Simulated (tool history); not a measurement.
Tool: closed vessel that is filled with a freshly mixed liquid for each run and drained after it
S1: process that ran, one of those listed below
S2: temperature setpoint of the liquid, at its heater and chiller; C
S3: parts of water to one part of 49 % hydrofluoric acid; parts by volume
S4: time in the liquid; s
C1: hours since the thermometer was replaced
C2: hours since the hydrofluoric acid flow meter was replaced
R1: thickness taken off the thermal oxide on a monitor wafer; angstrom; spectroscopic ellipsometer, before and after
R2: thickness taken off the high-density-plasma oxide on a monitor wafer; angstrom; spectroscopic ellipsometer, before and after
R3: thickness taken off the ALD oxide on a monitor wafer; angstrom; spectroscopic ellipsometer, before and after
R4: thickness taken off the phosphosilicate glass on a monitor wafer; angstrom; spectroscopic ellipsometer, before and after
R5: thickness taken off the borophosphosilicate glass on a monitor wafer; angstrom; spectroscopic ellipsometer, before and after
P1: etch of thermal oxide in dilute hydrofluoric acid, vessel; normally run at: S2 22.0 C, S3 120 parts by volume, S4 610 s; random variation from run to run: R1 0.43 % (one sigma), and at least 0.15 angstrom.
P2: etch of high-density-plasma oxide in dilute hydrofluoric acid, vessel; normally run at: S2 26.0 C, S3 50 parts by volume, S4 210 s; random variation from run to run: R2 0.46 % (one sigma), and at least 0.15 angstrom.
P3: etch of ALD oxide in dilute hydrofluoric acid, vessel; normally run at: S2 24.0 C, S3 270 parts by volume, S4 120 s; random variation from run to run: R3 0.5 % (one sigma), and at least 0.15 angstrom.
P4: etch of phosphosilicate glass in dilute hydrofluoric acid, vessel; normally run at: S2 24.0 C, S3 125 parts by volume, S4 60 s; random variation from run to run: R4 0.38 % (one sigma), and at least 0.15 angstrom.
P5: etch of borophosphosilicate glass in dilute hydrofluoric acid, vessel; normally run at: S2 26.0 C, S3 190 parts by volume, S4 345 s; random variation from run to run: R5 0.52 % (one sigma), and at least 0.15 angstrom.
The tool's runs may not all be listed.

run     day  S1    S2   S3   S4      C1      C2       R1       R2      R3      R4       R5
  1   0.333  P1  22.0  120  610  2260.1  1177.4  208.490
  2   0.767  P2  26.0   50   30  2270.5  1187.8            79.783
  3   1.196  P2  26.0   85  210  2280.8  1198.1           311.620
  4   1.817  P1  27.0  120  965  2295.7  1213.0  403.320
  5   2.421  P3  32.0  270  120  2310.2  1227.5                    62.053
  6   2.938  P1  22.0  120  940  2322.6  1239.9  322.930
  7   3.217  P1  22.0  120  610  2329.3  1246.6  208.240
  8   3.754  P1  22.0  120  610  2342.2  1259.5  210.020
  9   4.267  P4  24.0  125   60  2354.5  1271.8                            345.03
 10   4.850  P1  17.0  120  610  2368.5  1285.8  171.880
 11   5.242  P3  24.0  270  120  2377.9  1295.2                    46.933
 12   5.525  P1  22.0   35  610  2384.7  1302.0  795.610
 13   5.958  P1  22.0  120  610  2395.1  1312.4  211.440
 14   6.529  P5  26.0  190  625  2408.8  1326.1                                     960.26
 15   7.129  P2  26.0   50  210  2423.2  1340.5           558.820
 16   7.462  P2  34.0   50  210  2431.2  1348.5           759.290
 17   7.862  P4  24.0   80   60  2440.8  1358.1                            569.03
 18   8.179  P4  28.5  125   60  2448.4  1365.7                            407.55
 19   8.792  P1  22.0  185  610  2463.1  1380.4  126.560
 20   9.067  P1  22.0  120  610  2469.7  1387.0  208.530
 21   9.604  P5  21.5  190  345  2482.6  1399.9                                     443.66
 22  10.225  P5  26.0  190  345  2497.5  1414.8                                     525.62
 23  10.683  P1  25.5  120   35  2508.5  1425.8   13.664
 24  11.083  P3  24.0  450  120  2518.1  1435.4                    23.908
 25  11.625  P5  26.0   40  345  2531.1  1448.4                                    3008.80
 26  12.150  P1  22.0  120   40  2543.7  1461.0   13.815
 27  12.517  P1  22.0  175  900  2552.5  1469.8  199.830
 28  12.838  P3  24.0  270   70  2560.2  1477.5                    27.682
 29  13.279  P5  26.0  190  345  2570.8  1488.1                                     525.70
 30  13.892  P4  24.0  125  100  2585.5  1502.8                            572.51
 31  14.258  P1  30.0  120  610  2594.3  1511.6  285.180
 32  14.562  P1  22.0  120  610  2601.6  1518.9  208.380
 33  14.867  P1  22.0  120  610  2608.9  1526.2  213.440
 34  15.204  P1  22.0  120  610  2617.0  1534.3  217.510
 35  15.662  P1  22.0  120  610  2628.0  1545.3  220.050
 36  16.050  P1  22.0  120  610  2637.3  1554.6  222.480
 37  16.667  P1  22.0  120  610  2652.1  1569.4  222.920
 38  17.262  P1  22.0  120  610  2666.4  1583.7  224.480

Forecast run 39:
 39  17.800  P1  22.0  120  610  2679.3  1596.6   ?

R1: 223.760 angstrom

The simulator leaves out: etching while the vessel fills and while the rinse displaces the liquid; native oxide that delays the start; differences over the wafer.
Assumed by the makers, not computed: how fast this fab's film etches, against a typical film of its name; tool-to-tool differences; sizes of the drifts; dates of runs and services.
